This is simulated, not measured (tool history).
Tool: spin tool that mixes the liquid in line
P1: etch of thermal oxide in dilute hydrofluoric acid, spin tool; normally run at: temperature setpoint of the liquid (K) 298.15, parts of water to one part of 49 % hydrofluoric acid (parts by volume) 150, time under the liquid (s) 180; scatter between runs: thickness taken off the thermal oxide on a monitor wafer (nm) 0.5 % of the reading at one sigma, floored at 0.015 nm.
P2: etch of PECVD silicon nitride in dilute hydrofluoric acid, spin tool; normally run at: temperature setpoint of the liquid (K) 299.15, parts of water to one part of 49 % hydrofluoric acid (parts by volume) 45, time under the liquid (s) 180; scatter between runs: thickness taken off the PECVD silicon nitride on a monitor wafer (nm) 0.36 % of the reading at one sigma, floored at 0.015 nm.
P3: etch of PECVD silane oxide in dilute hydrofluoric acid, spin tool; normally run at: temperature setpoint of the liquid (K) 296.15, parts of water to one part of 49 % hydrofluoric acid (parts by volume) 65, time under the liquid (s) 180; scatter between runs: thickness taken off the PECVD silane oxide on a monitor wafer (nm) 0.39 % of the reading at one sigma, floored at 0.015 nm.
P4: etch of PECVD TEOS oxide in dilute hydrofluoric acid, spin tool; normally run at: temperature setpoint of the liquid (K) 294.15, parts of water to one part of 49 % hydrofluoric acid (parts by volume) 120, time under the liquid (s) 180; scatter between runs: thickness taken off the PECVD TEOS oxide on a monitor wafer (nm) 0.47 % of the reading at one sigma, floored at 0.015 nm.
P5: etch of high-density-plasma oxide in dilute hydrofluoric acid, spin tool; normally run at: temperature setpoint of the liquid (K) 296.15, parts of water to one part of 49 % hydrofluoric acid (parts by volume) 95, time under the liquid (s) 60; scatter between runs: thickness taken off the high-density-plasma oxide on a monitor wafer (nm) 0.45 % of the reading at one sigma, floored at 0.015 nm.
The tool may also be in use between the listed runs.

run	hour	process that ran	temperature setpoint of the liquid (K)	parts of water to one part of 49 % hydrofluoric acid (parts by volume)	time under the liquid (s)	hours since the thermometer was replaced	hours since the hydrofluoric acid flow meter was replaced	thickness taken off the thermal oxide on a monitor wafer (nm)	thickness taken off the PECVD TEOS oxide on a monitor wafer (nm)	thickness taken off the PECVD silicon nitride on a monitor wafer (nm)	thickness taken off the high-density-plasma oxide on a monitor wafer (nm)	thickness taken off the PECVD silane oxide on a monitor wafer (nm)
1	9.9	P1	298.15	150	180	765.4	114.8	5.5133				
2	16.3	P1	293.65	50	180	771.8	121.2	15.548				
3	23	P4	294.15	120	180	778.5	127.9		12.304			
4	28.8	P2	307.15	45	180	784.3	133.7			16.491		
5	38.2	P5	296.15	95	60	793.7	143.1				4.5398	
6	46	P1	305.65	40	180	801.5	150.9	31.962				
7	52.2	P1	292.15	150	180	807.7	157.1	4.4037				
8	57.3	P1	298.15	150	180	812.8	162.2	5.5364				
9	66	P1	302.65	150	100	821.5	170.9	3.5863				
10	73.2	P1	298.15	150	95	828.7	178.1	2.8969				
11	79.4	P5	296.15	95	15	834.9	184.3				1.1211	
12	86.4	P4	294.15	180	180	841.9	191.3		7.7278			
13	93.1	P2	299.15	45	180	848.6	198			9.8303		
14	98.9	P4	294.15	120	80	854.4	203.8		5.4723			
15	105.5	P4	294.15	120	180	861	210.4		12.274			
16	115.4	P1	298.15	45	180	870.9	220.3	21.037				
# hour 121.8: hydrofluoric acid flow meter replaced
17	123.6	P1	298.15	150	350	879.1	1.9	10.77				
18	131.1	P3	296.15	65	180	886.6	9.4					42.169
19	137.3	P2	299.15	45	85	892.8	15.6			4.6755		
20	145.8	P1	298.15	150	180	901.3	24.1	5.4902				
21	155.5	P5	296.15	95	60	911	33.8				4.5489	
22	160.2	P3	296.15	110	180	915.7	38.5					23.509
23	167.7	P4	301.65	120	180	923.2	46		16.241			
24	175.3	P1	298.15	255	180	930.8	53.6	2.9341				
25	184.5	P2	299.15	80	180	940	62.8			5.5745		
26	194.6	P1	298.15	150	180	950.1	72.9	5.4834				
27	203.9	P1	303.15	150	180	959.4	82.2	6.7392				
28	209.6	P2	299.15	45	180	965.1	87.9			9.8352		
29	218	P3	296.15	65	295	973.5	96.3					69.574
30	225.8	P5	301.65	95	60	981.3	104.1				5.6118	
31	231.7	P3	290.15	65	180	987.2	110					32.734
32	241.1	P5	296.15	175	60	996.6	119.4				2.231	
33	248.8	P1	298.15	150	180	1004.3	127.1	5.4814				
34	255.7	P1	298.15	150	180	1011.2	134	5.7385				
35	260.6	P1	298.15	150	180	1016.1	138.9	5.7277				
36	270.2	P1	298.15	150	180	1025.7	148.5	5.8486				
37	275.3	P1	298.15	150	180	1030.8	153.6	5.8193				
38	281.4	P1	298.15	150	180	1036.9	159.7	5.8719				
39	286.5	P1	298.15	150	180	1042	164.8	5.9528				
40	293.2	P1	298.15	150	180	1048.7	171.5	5.8899				
41	303	P1	298.15	150	180	1058.5	181.3	5.9479				
42	312.7	P1	298.15	150	180	1068.2	191	5.9697				
43	320.5	P1	298.15	150	180	1076	198.8	5.9478				

Something has made what P1 gives creep away from where it was; the 2 causes below, each at its own stated size, fit the log equally well:
A: liquid hotter than its thermometer reads (K) = 1.97
B: hydrofluoric acid flow above the setpoint (%) = 6.47
The gradual shift began around hour 248.8.

Each of the 4 check runs below uses one wafer; its results are left as question marks. Which run tells the causes apart?
check 1	328.3	P4	301.15	120	180				?			
check 2	328.3	P5	296.15	175	60						?	
check 3	328.3	P2	304.15	45	180					?		
check 4	328.3	P3	296.15	85	180							?

If the cause were each of the candidates in turn, the checks would give the following:
check	result	if A	if B
check 1	thickness taken off the PECVD TEOS oxide on a monitor wafer (nm)	17.337	17.318
check 2	thickness taken off the high-density-plasma oxide on a monitor wafer (nm)	2.4195	2.4199
check 3	thickness taken off the PECVD silicon nitride on a monitor wafer (nm)	15.479	14.522
check 4	thickness taken off the PECVD silane oxide on a monitor wafer (nm)	34.134	33.802
Smallest distance between any two causes, each pair judged by its most separating result, in per cent: check 1 0.11 %; check 2 0.02 %; check 3 6.38 %; check 4 0.98 %
Check 3 distinguishes between the causes, while the remaining checks would return nearly the same result for all of them.

The results of check 3 are: thickness taken off the PECVD silicon nitride on a monitor wafer (nm) 14.526. Based on these, which of the listed causes is it?

It was cause B: hydrofluoric acid flow above the setpoint (%).

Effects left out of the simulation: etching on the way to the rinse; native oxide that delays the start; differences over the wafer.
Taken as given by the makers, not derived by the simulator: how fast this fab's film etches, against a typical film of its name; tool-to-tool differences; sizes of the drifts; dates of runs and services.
